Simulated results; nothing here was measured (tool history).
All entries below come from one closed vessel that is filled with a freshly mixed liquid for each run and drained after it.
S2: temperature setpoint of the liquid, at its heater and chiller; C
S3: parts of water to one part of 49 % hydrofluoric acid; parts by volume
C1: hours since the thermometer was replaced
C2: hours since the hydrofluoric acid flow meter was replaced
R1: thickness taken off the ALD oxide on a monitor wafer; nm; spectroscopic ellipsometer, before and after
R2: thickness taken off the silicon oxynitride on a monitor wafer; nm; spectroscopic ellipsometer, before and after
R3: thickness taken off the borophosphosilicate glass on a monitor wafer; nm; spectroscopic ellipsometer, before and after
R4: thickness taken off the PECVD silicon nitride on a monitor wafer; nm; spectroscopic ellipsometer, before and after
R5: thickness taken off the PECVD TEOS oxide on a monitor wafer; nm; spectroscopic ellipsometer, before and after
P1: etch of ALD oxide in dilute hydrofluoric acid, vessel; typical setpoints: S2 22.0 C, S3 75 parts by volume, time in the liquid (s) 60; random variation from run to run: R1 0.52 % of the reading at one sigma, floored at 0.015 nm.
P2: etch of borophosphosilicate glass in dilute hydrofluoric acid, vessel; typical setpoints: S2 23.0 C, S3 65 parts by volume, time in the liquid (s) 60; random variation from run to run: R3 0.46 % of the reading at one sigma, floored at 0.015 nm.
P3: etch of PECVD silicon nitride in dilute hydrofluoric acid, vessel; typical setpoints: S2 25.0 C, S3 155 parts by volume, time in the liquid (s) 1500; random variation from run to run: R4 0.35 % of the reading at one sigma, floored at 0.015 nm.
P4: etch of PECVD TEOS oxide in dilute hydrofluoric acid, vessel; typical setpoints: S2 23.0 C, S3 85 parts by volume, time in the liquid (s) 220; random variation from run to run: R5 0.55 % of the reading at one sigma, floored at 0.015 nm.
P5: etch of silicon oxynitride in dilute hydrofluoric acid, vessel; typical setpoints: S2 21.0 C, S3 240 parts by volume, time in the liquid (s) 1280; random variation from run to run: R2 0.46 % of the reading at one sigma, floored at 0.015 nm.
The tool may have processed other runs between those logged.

{"run": 1, "hour": 4.5, "process that ran": "P1", "S2": 22.0, "S3": 75, "time in the liquid (s)": 60, "C1": 147.1, "C2": 426.2, "R1": 15.653}
{"run": 2, "hour": 9.7, "process that ran": "P5", "S2": 21.0, "S3": 240, "time in the liquid (s)": 1280, "C1": 152.3, "C2": 431.4, "R2": 9.2266}
{"run": 3, "hour": 13.0, "process that ran": "P2", "S2": 19.0, "S3": 65, "time in the liquid (s)": 60, "C1": 155.6, "C2": 434.7, "R3": 35.178}
{"run": 4, "hour": 18.7, "process that ran": "P1", "S2": 22.0, "S3": 25, "time in the liquid (s)": 60, "C1": 161.3, "C2": 440.4, "R1": 49.605}
{"run": 5, "hour": 25.5, "process that ran": "P5", "S2": 21.0, "S3": 435, "time in the liquid (s)": 1280, "C1": 168.1, "C2": 447.2, "R2": 4.5133}
{"run": 6, "hour": 29.9, "process that ran": "P3", "S2": 25.0, "S3": 155, "time in the liquid (s)": 1500, "C1": 172.5, "C2": 451.6, "R4": 18.995}
{"run": 7, "hour": 36.1, "process that ran": "P2", "S2": 23.0, "S3": 20, "time in the liquid (s)": 60, "C1": 178.7, "C2": 457.8, "R3": 143.09}
{"run": 8, "hour": 39.6, "process that ran": "P3", "S2": 25.0, "S3": 285, "time in the liquid (s)": 1500, "C1": 182.2, "C2": 461.3, "R4": 10.447}
{"run": 9, "hour": 46.5, "process that ran": "P1", "S2": 28.5, "S3": 75, "time in the liquid (s)": 60, "C1": 189.1, "C2": 468.2, "R1": 20.126}
{"run": 10, "hour": 52.7, "process that ran": "P5", "S2": 21.0, "S3": 240, "time in the liquid (s)": 2135, "C1": 195.3, "C2": 474.4, "R2": 15.329}
{"run": 11, "hour": 59.6, "process that ran": "P1", "S2": 22.0, "S3": 75, "time in the liquid (s)": 90, "C1": 202.2, "C2": 481.3, "R1": 23.429}
{"run": 12, "hour": 64.1, "process that ran": "P1", "S2": 27.0, "S3": 75, "time in the liquid (s)": 105, "C1": 206.7, "C2": 485.8, "R1": 33.442}
{"run": 13, "hour": 69.8, "process that ran": "P2", "S2": 23.0, "S3": 65, "time in the liquid (s)": 105, "C1": 212.4, "C2": 491.5, "R3": 73.618}
{"run": 14, "hour": 76.5, "process that ran": "P1", "S2": 22.0, "S3": 75, "time in the liquid (s)": 60, "C1": 219.1, "C2": 498.2, "R1": 15.446}
{"run": 15, "hour": 81.3, "process that ran": "P4", "S2": 23.0, "S3": 85, "time in the liquid (s)": 220, "C1": 223.9, "C2": 503.0, "R5": 49.737}
{"run": 16, "hour": 84.6, "process that ran": "P3", "S2": 25.0, "S3": 155, "time in the liquid (s)": 140, "C1": 227.2, "C2": 506.3, "R4": 1.7773}
{"run": 17, "hour": 90.6, "process that ran": "P4", "S2": 23.0, "S3": 85, "time in the liquid (s)": 375, "C1": 233.2, "C2": 512.3, "R5": 84.477}
{"run": 18, "hour": 95.0, "process that ran": "P5", "S2": 27.0, "S3": 240, "time in the liquid (s)": 1280, "C1": 237.6, "C2": 516.7, "R2": 11.923}
{"run": 19, "hour": 99.0, "process that ran": "P4", "S2": 17.0, "S3": 85, "time in the liquid (s)": 220, "C1": 241.6, "C2": 520.7, "R5": 38.655}
{"run": 20, "hour": 104.9, "process that ran": "P1", "S2": 30.0, "S3": 135, "time in the liquid (s)": 60, "C1": 247.5, "C2": 526.6, "R1": 10.951}
{"run": 21, "hour": 110.8, "process that ran": "P1", "S2": 22.0, "S3": 75, "time in the liquid (s)": 60, "C1": 253.4, "C2": 532.5, "R1": 15.487}
{"run": 22, "hour": 117.1, "process that ran": "P1", "S2": 22.0, "S3": 75, "time in the liquid (s)": 60, "C1": 259.7, "C2": 538.8, "R1": 15.516}
{"run": 23, "hour": 121.0, "process that ran": "P1", "S2": 22.0, "S3": 105, "time in the liquid (s)": 60, "C1": 263.6, "C2": 542.7, "R1": 10.787}

Forecast run 24:
{"run": 24, "hour": 124.1, "process that ran": "P3", "S2": 17.0, "S3": 155, "time in the liquid (s)": 1500, "C1": 266.7, "C2": 545.8, "R4": "?"}

R4: 11.2620 nm
